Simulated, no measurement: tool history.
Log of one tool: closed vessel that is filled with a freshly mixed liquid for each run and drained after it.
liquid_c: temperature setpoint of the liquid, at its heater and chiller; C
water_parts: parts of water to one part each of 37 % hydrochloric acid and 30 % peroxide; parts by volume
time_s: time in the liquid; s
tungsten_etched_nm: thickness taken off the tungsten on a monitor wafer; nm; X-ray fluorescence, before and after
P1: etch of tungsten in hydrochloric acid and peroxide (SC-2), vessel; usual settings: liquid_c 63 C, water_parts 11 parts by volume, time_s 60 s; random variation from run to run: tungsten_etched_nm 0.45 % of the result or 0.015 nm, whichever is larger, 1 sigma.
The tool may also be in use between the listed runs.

run,hour,liquid_c,water_parts,time_s,hours since the thermometer was replaced,hours since the chemicals flow meter was replaced,hours since the drum of peroxide was connected,tungsten_etched_nm
1,11.2,63,11,60,369.5,1294.0,805.0,17.1250
2,25.8,48,11,60,384.1,1308.6,819.6,6.4969
3,40.5,63,11,30,398.8,1323.3,834.3,8.5557
4,50.7,51,4,60,409.0,1333.5,844.5,17.3380
5,63.6,63,11,95,421.9,1346.4,857.4,27.0610
6,79.2,63,4,60,437.5,1362.0,873.0,36.7140
7,93.7,63,11,60,452.0,1376.5,887.5,17.0050
8,107.4,63,11,60,465.7,1390.2,901.2,17.0860
9,122.9,72,11,60,481.2,1405.7,916.7,29.2420
10,138.9,63,11,60,497.2,1421.7,932.7,17.0590
11,151.2,63,11,60,509.5,1434.0,945.0,17.0660
12,158.8,63,19,60,517.1,1441.6,952.6,10.6190
13,169.2,63,11,60,527.5,1452.0,963.0,17.0900
14,179.3,63,11,60,537.6,1462.1,973.1,17.0700
15,195.1,63,11,60,553.4,1477.9,988.9,16.5480
16,206.8,63,11,60,565.1,1489.6,1000.6,16.2620
17,216.4,63,11,60,574.7,1499.2,1010.2,16.1310
18,228.5,63,11,60,586.8,1511.3,1022.3,16.1870
19,240.1,63,11,60,598.4,1522.9,1033.9,16.0290
20,249.1,63,11,60,607.4,1531.9,1042.9,15.9630
# hour 255.6: new drum of peroxide connected
21,261.0,63,11,60,619.3,1543.8,5.5,16.0420
22,275.8,63,11,60,634.1,1558.6,20.3,15.8850
23,288.4,63,11,60,646.7,1571.2,32.9,15.9410
24,300.3,63,11,60,658.6,1583.1,44.8,15.7430

What P1 gives has crept away from where it was. These 2 causes fit the log equally well, each at the size given:
A: chemicals flow below the setpoint (%) = 8.76
B: liquid colder than its thermometer reads (K) = 1.27
The creep began at about hour 179.3.
Why every other cause is out:
peroxide weaker than its label (%): serviced at hour 255.6, which brought nothing back

4 check runs are offered, each on 3 wafers whose results are averaged, their results left as question marks. Which one tells the causes apart?
check 1,312.2,63.0,18.5,85,,,,?
check 2,312.2,63.0,11.0,30,,,,?
check 3,312.2,63.0,17.0,60,,,,?
check 4,312.2,48.5,4.5,60,,,,?

What each check would give under each cause:
check,result,if A,if B
check 1,tungsten_etched_nm,14.1420,14.2070
check 2,tungsten_etched_nm,7.9104,7.9068
check 3,tungsten_etched_nm,10.7780,10.8200
check 4,tungsten_etched_nm,12.6100,12.3420
How far apart the two closest causes lie, in the result that separates them most: check 1 0.45 %; check 2 0.05 %; check 3 0.39 %; check 4 2.15 %
Only check 4 tells the causes apart: in the others they would give nearly the same result.

Check 4 was then run and gave: tungsten_etched_nm 12.5960 nm. Which cause is it?

It is A: chemicals flow below the setpoint (%).
